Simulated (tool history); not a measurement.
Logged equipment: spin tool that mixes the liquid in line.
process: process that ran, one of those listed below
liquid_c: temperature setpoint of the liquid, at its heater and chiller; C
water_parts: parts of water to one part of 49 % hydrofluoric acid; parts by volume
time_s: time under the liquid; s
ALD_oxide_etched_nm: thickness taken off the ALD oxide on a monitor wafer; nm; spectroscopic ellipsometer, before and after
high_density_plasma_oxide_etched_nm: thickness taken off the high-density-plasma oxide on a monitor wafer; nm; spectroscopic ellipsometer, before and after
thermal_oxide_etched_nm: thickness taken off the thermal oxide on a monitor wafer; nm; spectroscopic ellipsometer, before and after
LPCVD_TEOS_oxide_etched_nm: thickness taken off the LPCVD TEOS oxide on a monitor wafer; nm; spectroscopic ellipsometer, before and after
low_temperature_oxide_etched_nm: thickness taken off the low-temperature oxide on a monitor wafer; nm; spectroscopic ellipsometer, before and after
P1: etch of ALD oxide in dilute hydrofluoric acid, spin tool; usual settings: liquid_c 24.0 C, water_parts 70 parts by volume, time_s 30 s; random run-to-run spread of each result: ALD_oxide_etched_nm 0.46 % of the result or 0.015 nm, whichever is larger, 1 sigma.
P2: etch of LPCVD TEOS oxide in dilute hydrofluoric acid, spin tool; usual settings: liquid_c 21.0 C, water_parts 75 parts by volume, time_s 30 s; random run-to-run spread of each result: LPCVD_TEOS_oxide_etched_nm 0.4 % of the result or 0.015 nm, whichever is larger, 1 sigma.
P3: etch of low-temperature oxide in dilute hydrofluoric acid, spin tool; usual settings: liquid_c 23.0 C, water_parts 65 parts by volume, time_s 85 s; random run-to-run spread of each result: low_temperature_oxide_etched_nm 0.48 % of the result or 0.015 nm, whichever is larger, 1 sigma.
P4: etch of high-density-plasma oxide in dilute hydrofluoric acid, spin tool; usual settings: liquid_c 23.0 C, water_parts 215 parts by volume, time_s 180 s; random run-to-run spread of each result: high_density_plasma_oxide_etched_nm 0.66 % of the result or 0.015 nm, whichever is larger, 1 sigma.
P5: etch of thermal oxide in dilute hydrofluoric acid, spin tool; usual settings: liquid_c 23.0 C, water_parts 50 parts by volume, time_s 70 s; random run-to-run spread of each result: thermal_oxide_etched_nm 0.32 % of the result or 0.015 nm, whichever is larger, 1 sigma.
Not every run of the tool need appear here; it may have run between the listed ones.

| run | hour | process | liquid_c | water_parts | time_s | hours since the thermometer was replaced | hours since the hydrofluoric acid flow meter was replaced | ALD_oxide_etched_nm | high_density_plasma_oxide_etched_nm | thermal_oxide_etched_nm | LPCVD_TEOS_oxide_etched_nm | low_temperature_oxide_etched_nm |
|---|---|---|---|---|---|---|---|---|---|---|---|---|
| 1 | 5.3 | P1 | 24.0 | 70 | 30 | 1247.0 | 279.7 | 14.8590 |  |  |  |  |
| 2 | 8.2 | P4 | 23.0 | 215 | 290 | 1249.9 | 282.6 |  | 6.4613 |  |  |  |
| 3 | 13.2 | P5 | 19.0 | 50 | 70 | 1254.9 | 287.6 |  |  | 5.6989 |  |  |
| 4 | 16.6 | P2 | 21.0 | 75 | 15 | 1258.3 | 291.0 |  |  |  | 6.1018 |  |
| 5 | 21.3 | P1 | 24.0 | 110 | 15 | 1263.0 | 295.7 | 4.4768 |  |  |  |  |
| 6 | 25.2 | P5 | 23.0 | 50 | 70 | 1266.9 | 299.6 |  |  | 6.6946 |  |  |
| 7 | 28.9 | P4 | 18.0 | 215 | 180 | 1270.6 | 303.3 |  | 3.3496 |  |  |  |
| 8 | 31.6 | P5 | 23.0 | 85 | 70 | 1273.3 | 306.0 |  |  | 3.8000 |  |  |
| 9 | 34.1 | P4 | 23.0 | 350 | 180 | 1275.8 | 308.5 |  | 2.1438 |  |  |  |
| 10 | 36.8 | P1 | 17.5 | 70 | 30 | 1278.5 | 311.2 | 11.3240 |  |  |  |  |
| 11 | 40.6 | P1 | 24.0 | 70 | 30 | 1282.3 | 315.0 | 14.8550 |  |  |  |  |
| 12 | 44.1 | P2 | 17.0 | 75 | 30 | 1285.8 | 318.5 |  |  |  | 10.3260 |  |
| 13 | 46.9 | P2 | 21.0 | 75 | 30 | 1288.6 | 321.3 |  |  |  | 12.1980 |  |
| 14 | 51.9 | P2 | 21.0 | 75 | 30 | 1293.6 | 326.3 |  |  |  | 12.1530 |  |
| 15 | 54.8 | P2 | 21.0 | 135 | 30 | 1296.5 | 329.2 |  |  |  | 6.3121 |  |
|  | 57.4 | thermometer replaced |
| 16 | 58.8 | P1 | 24.0 | 70 | 30 | 1.5 | 333.2 | 14.8610 |  |  |  |  |
| 17 | 62.4 | P1 | 24.0 | 70 | 15 | 5.1 | 336.8 | 7.4309 |  |  |  |  |
| 18 | 65.0 | P3 | 28.0 | 65 | 85 | 7.7 | 339.4 |  |  |  |  | 22.982 |
| 19 | 67.7 | P4 | 23.0 | 215 | 180 | 10.4 | 342.1 |  | 3.9803 |  |  |  |
|  | 68.8 | hydrofluoric acid flow meter replaced |
| 20 | 70.7 | P1 | 24.0 | 70 | 60 | 13.4 | 1.9 | 29.6480 |  |  |  |  |
| 21 | 73.0 | P4 | 23.0 | 215 | 180 | 15.7 | 4.2 |  | 3.9974 |  |  |  |
| 22 | 76.5 | P1 | 24.0 | 70 | 30 | 19.2 | 7.7 | 14.8850 |  |  |  |  |
| 23 | 81.0 | P5 | 23.0 | 50 | 115 | 23.7 | 12.2 |  |  | 11.0660 |  |  |
| 24 | 83.6 | P3 | 23.0 | 90 | 85 | 26.3 | 14.8 |  |  |  |  | 13.172 |
| 25 | 86.0 | P3 | 23.0 | 65 | 85 | 28.7 | 17.2 |  |  |  |  | 18.657 |
| 26 | 90.9 | P1 | 29.5 | 70 | 30 | 33.6 | 22.1 | 18.4780 |  |  |  |  |
| 27 | 94.4 | P1 | 24.0 | 20 | 30 | 37.1 | 25.6 | 55.9650 |  |  |  |  |
| 28 | 99.6 | P1 | 24.0 | 120 | 30 | 42.3 | 30.8 | 8.0922 |  |  |  |  |
| 29 | 103.9 | P3 | 23.0 | 65 | 125 | 46.6 | 35.1 |  |  |  |  | 27.432 |
| 30 | 109.2 | P1 | 24.0 | 70 | 30 | 51.9 | 40.4 | 14.8430 |  |  |  |  |
| 31 | 112.2 | P1 | 24.0 | 70 | 30 | 54.9 | 43.4 | 14.6200 |  |  |  |  |
| 32 | 115.1 | P1 | 24.0 | 70 | 30 | 57.8 | 46.3 | 14.4210 |  |  |  |  |
| 33 | 119.3 | P1 | 24.0 | 70 | 30 | 62.0 | 50.5 | 14.2190 |  |  |  |  |
| 34 | 123.6 | P1 | 24.0 | 70 | 30 | 66.3 | 54.8 | 13.9540 |  |  |  |  |
| 35 | 126.2 | P1 | 24.0 | 70 | 30 | 68.9 | 57.4 | 13.9490 |  |  |  |  |
| 36 | 128.7 | P1 | 24.0 | 70 | 30 | 71.4 | 59.9 | 13.7880 |  |  |  |  |
| 37 | 134.0 | P1 | 24.0 | 70 | 30 | 76.7 | 65.2 | 13.6810 |  |  |  |  |
| 38 | 138.6 | P1 | 24.0 | 70 | 30 | 81.3 | 69.8 | 13.6520 |  |  |  |  |
| 39 | 143.5 | P1 | 24.0 | 70 | 30 | 86.2 | 74.7 | 13.6620 |  |  |  |  |
| 40 | 147.6 | P1 | 24.0 | 70 | 30 | 90.3 | 78.8 | 13.6490 |  |  |  |  |
| 41 | 152.3 | P1 | 24.0 | 70 | 30 | 95.0 | 83.5 | 13.6810 |  |  |  |  |

The log shows P1 creeping away from where it was. Any of the 2 causes listed here, at the size stated for it, fits the log just as well as the others:
A: hydrofluoric acid flow below the setpoint (%) = 7.74
B: liquid colder than its thermometer reads (K) = 2.16
The gradual shift began around hour 109.2.

4 check runs are offered, each on 5 wafers whose results are averaged, their results left as question marks. Which one tells the causes apart?
| check 1 | 157.0 | P3 | 23.0 | 90 | 85 |  |  |  |  |  |  | ? |
| check 2 | 157.0 | P4 | 23.0 | 345 | 180 |  |  |  | ? |  |  |  |
| check 3 | 157.0 | P5 | 23.0 | 75 | 110 |  |  |  |  | ? |  |  |
| check 4 | 157.0 | P2 | 21.0 | 120 | 30 |  |  |  |  |  | ? |  |

Outcome of each check run for each possible cause:
| check | result | if A | if B |
|---|---|---|---|
| check 1 | low_temperature_oxide_etched_nm | 12.031 | 12.054 |
| check 2 | high_density_plasma_oxide_etched_nm | 1.9754 | 2.0389 |
| check 3 | thermal_oxide_etched_nm | 6.2687 | 6.2663 |
| check 4 | LPCVD_TEOS_oxide_etched_nm | 6.5644 | 6.5909 |
Per-check spread between the two closest causes, in the result where they differ most: check 1 0.19 %; check 2 3.16 %; check 3 0.04 %; check 4 0.4 %
The causes can be told apart only by check 2. The other checks would give nearly the same results under each of them.

Check 2 has now been run. It gave: high_density_plasma_oxide_etched_nm 1.9715 nm. Which of the candidate causes is it?

A is the cause: hydrofluoric acid flow below the setpoint (%).
